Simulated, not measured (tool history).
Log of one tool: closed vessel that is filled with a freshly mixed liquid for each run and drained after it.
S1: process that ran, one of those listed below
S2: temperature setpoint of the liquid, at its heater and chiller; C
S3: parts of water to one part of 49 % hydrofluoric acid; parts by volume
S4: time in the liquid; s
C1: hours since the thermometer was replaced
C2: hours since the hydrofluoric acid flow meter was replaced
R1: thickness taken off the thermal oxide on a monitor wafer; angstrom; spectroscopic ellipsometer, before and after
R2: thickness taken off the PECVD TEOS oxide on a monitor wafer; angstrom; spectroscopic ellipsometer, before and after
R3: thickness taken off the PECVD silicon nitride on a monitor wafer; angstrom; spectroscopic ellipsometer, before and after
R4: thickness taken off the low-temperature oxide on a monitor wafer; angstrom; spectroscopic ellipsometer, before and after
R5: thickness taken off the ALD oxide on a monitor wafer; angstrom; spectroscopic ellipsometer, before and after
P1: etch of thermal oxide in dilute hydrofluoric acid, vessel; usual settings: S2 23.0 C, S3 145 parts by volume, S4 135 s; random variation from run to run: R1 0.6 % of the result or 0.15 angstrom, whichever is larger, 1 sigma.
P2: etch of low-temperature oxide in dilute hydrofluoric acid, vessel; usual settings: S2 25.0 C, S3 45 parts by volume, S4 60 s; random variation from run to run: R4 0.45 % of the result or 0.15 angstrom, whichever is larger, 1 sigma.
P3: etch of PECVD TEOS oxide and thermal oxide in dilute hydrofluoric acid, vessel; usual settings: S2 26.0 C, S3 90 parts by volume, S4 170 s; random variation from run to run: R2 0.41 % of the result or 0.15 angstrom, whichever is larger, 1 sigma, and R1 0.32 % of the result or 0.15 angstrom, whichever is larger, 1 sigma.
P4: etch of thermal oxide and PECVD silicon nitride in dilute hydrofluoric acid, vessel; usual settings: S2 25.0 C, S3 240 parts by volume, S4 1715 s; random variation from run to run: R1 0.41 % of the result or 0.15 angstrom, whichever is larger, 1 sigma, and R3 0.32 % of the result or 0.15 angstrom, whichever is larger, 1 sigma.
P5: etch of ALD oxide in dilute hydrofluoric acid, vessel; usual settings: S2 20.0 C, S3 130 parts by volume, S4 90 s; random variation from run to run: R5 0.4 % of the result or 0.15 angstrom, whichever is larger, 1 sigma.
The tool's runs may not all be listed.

run	hour	S1	S2	S3	S4	C1	C2	R1	R2	R3	R4	R5
1	3.5	P1	23.0	145	135	519.4	1086.1	41.6670				
2	7.1	P3	26.0	90	170	523.0	1089.7	94.9570	495.690			
3	10.8	P1	23.0	145	240	526.7	1093.4	74.3680				
4	15.3	P1	17.0	145	135	531.2	1097.9	32.9010				
5	19.8	P1	23.0	145	135	535.7	1102.4	41.6850				
6	23.8	P4	25.0	355	1715	539.7	1106.4	178.3000		86.862		
7	27.1	P2	25.0	75	60	543.0	1109.7				125.92	
8	29.5	P2	25.0	45	60	545.4	1112.1				217.98	
9	32.1	P2	18.0	45	60	548.0	1114.7				162.92	
10	36.2	P3	26.0	90	170	552.1	1118.8	94.7150	497.440			
11	40.8	P3	26.0	125	170	556.7	1123.4	65.3930	341.330			
12	44.2	P3	34.0	90	170	560.1	1126.8	129.6600	667.890			
13	48.5	P4	25.0	240	165	564.4	1131.1	28.7470		12.361		
14	52.6	P1	23.0	235	135	568.5	1135.2	23.1710				
15	55.4	P1	30.5	205	135	571.3	1138.0	36.6830				
16	59.9	P2	25.0	45	60	575.8	1142.5				219.52	
17	64.3	P1	23.0	145	30	580.2	1146.9	9.3651				
18	66.6	P1	23.0	190	40	582.5	1149.2	9.1115				
19	69.3	P5	20.0	130	90	585.2	1151.9					56.823
20	72.0	P1	23.0	145	135	587.9	1154.6	41.9790				
21	76.4	P1	23.0	50	135	592.3	1159.0	136.7500				
22	78.5	P1	23.0	205	215	594.4	1161.1	43.8280				
23	81.1	P1	23.0	145	135	597.0	1163.7	41.8670				
24	85.3	P5	28.5	130	90	601.2	1167.9					79.454
25	89.2	P3	26.0	90	30	605.1	1171.8	16.9360	87.198			
26	93.7	P1	28.0	145	135	609.6	1176.3	50.2350				
27	97.4	P5	20.0	25	90	613.3	1180.0					333.310
28	99.7	P2	25.0	45	95	615.6	1182.3				342.25	
29	102.2	P5	20.0	130	175	618.1	1184.8					111.530
30	106.0	P4	30.0	240	1715	621.9	1188.6	348.9100		173.130		
31	109.8	P4	25.0	240	1715	625.7	1192.4	295.9100		128.790		
32	112.9	P1	23.0	145	135	628.8	1195.5	41.7270				
33	117.1	P1	23.0	145	135	633.0	1199.7	42.1540				
34	120.2	P1	23.0	145	135	636.1	1202.8	42.9130				
35	122.6	P1	23.0	145	135	638.5	1205.2	43.2880				
36	126.5	P1	23.0	145	135	642.4	1209.1	43.4290				
37	129.3	P1	23.0	145	135	645.2	1211.9	44.4560				
38	132.2	P1	23.0	145	135	648.1	1214.8	44.4540				
39	134.6	P1	23.0	145	135	650.5	1217.2	44.2490				
40	138.3	P1	23.0	145	135	654.2	1220.9	44.5150				
41	142.5	P1	23.0	145	135	658.4	1225.1	44.6500				
42	144.5	P1	23.0	145	135	660.4	1227.1	44.9950				

Run 43 comes next. What will it give?
43	147.4	P1	23.0	145	135	663.3	1230.0	?				

Run 43 gave R1 44.4170 angstrom.

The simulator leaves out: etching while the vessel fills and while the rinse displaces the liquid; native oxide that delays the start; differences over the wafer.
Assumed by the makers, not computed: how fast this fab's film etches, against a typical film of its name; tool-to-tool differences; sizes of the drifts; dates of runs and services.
